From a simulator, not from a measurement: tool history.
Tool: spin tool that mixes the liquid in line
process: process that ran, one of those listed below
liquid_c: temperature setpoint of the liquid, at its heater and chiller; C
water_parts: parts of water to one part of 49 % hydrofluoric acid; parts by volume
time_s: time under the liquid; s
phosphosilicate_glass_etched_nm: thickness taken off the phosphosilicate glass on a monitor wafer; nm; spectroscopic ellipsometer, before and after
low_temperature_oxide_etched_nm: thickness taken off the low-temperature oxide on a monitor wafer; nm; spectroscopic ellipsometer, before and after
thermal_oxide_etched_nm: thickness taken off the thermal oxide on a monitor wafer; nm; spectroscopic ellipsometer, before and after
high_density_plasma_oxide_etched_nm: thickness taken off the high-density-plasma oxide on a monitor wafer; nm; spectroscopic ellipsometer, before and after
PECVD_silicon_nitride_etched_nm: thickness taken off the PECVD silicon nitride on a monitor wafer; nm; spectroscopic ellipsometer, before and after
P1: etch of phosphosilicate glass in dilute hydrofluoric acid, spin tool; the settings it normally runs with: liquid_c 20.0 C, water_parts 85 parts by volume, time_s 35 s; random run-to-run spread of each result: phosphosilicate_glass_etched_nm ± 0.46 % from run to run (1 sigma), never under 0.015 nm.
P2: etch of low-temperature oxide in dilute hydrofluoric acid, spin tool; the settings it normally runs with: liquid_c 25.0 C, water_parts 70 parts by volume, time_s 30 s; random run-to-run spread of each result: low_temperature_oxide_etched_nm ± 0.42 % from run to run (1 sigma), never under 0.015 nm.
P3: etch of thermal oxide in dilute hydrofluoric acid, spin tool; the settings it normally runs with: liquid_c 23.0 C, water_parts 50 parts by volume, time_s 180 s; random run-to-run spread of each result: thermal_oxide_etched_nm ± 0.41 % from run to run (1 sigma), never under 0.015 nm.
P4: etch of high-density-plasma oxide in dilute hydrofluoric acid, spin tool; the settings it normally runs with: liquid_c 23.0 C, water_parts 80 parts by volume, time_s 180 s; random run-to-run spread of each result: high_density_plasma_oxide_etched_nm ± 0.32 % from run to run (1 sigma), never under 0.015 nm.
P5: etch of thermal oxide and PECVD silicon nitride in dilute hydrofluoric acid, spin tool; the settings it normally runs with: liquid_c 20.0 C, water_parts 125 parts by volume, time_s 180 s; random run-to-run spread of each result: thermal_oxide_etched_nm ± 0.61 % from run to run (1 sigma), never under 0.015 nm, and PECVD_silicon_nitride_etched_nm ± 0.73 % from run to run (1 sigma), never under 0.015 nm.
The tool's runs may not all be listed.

run,hour,process,liquid_c,water_parts,time_s,hours since the thermometer was replaced,hours since the hydrofluoric acid flow meter was replaced,phosphosilicate_glass_etched_nm,low_temperature_oxide_etched_nm,thermal_oxide_etched_nm,high_density_plasma_oxide_etched_nm,PECVD_silicon_nitride_etched_nm
1,12.1,P1,20.0,85,35,1204.8,95.3,41.219,,,,
2,22.0,P1,20.0,115,20,1214.7,105.2,16.844,,,,
3,34.2,P2,25.0,70,30,1226.9,117.4,,10.4290,,,
4,44.0,P1,20.0,85,35,1236.7,127.2,41.167,,,,
5,53.4,P2,20.0,70,30,1246.1,136.6,,8.5529,,,
6,65.6,P1,20.0,85,35,1258.3,148.8,41.185,,,,
7,82.7,P1,20.0,85,35,1275.4,165.9,41.232,,,,
8,96.4,P3,23.0,50,15,1289.1,179.6,,,1.4232,,
9,105.1,P1,17.0,85,35,1297.8,188.3,36.509,,,,
# hour 116.6: thermometer replaced
10,121.2,P1,20.0,85,15,4.7,204.4,17.663,,,,
11,138.5,P2,25.0,70,30,22.0,221.7,,10.4270,,,
12,152.4,P1,20.0,145,35,35.9,235.6,22.604,,,,
13,167.1,P4,23.0,50,180,50.6,250.3,,,,36.317,
14,182.0,P5,20.0,125,180,65.5,265.2,,,5.4882,,3.23320
15,196.5,P3,23.0,50,180,80.0,279.7,,,17.1480,,
16,208.2,P5,20.0,125,40,91.7,291.4,,,1.2391,,0.72327
17,223.4,P1,20.0,50,35,106.9,306.6,72.463,,,,
18,236.3,P1,27.5,85,35,119.8,319.5,55.632,,,,
19,244.6,P4,23.0,80,15,128.1,327.8,,,,1.846,
20,253.7,P1,20.0,85,35,137.2,336.9,41.080,,,,
21,269.9,P2,25.0,25,30,153.4,353.1,,30.8480,,,
22,278.9,P5,20.0,170,180,162.4,362.1,,,3.8407,,2.40380
23,290.8,P3,17.0,50,180,174.3,374.0,,,13.3690,,
24,306.5,P4,23.0,80,180,190.0,389.7,,,,21.864,
25,322.8,P2,25.0,70,15,206.3,406.0,,5.2403,,,
26,336.9,P3,23.0,70,180,220.4,420.1,,,11.9740,,
27,346.6,P1,20.0,85,50,230.1,429.8,58.985,,,,
28,359.0,P4,29.5,80,180,242.5,442.2,,,,28.231,
29,367.4,P1,17.0,85,15,250.9,450.6,15.602,,,,
30,381.3,P3,23.0,50,180,264.8,464.5,,,17.1780,,
31,396.3,P5,17.0,125,180,279.8,479.5,,,4.8496,,2.63950
32,410.9,P1,20.0,85,35,294.4,494.1,40.991,,,,
33,421.0,P1,20.0,85,35,304.5,504.2,42.888,,,,
34,435.2,P1,20.0,85,35,318.7,518.4,43.745,,,,
35,450.3,P1,20.0,85,35,333.8,533.5,44.785,,,,
36,458.5,P1,20.0,85,35,342.0,541.7,45.280,,,,
37,467.6,P1,20.0,85,35,351.1,550.8,44.668,,,,
38,483.1,P1,20.0,85,35,366.6,566.3,45.283,,,,
39,499.1,P1,20.0,85,35,382.6,582.3,45.485,,,,

P1 no longer gives what it gave before; its output has crept away from where it was. The following 2 causes, each at its listed size, fit the log equally well:
A: hydrofluoric acid flow above the setpoint (%) = 9.5
B: liquid hotter than its thermometer reads (K) = 2.42
The drift started at roughly hour 410.9.

Each of the 4 check runs below uses one wafer; its results are left as question marks. Which run tells the causes apart?
check 1,515.1,P3,23.0,50,180,,,,,?,,
check 2,515.1,P4,23.0,80,180,,,,,,?,
check 3,515.1,P5,20.0,125,180,,,,,?,,?
check 4,515.1,P2,25.0,70,30,,,,?,,,

What each check would give under each cause:
check,result,if A,if B
check 1,thermal_oxide_etched_nm,18.8640,18.9200
check 2,high_density_plasma_oxide_etched_nm,24.065,24.011
check 3,thermal_oxide_etched_nm,6.1017,6.0666
check 3,PECVD_silicon_nitride_etched_nm,3.59560,3.86800
check 4,low_temperature_oxide_etched_nm,11.5220,11.4930
Per check, the gap between the least separated pair of causes, taken in the result that splits them most: check 1 0.3 %; check 2 0.22 %; check 3 7.3 %; check 4 0.25 %
Of the check runs offered, only check 3 discriminates between the causes; the rest would read about the same regardless of which cause applies.

Check 3 has now been run. It gave: thermal_oxide_etched_nm 6.0807 nm; PECVD_silicon_nitride_etched_nm 3.82930 nm. Which of the candidate causes is it?

The cause is B: liquid hotter than its thermometer reads (K).

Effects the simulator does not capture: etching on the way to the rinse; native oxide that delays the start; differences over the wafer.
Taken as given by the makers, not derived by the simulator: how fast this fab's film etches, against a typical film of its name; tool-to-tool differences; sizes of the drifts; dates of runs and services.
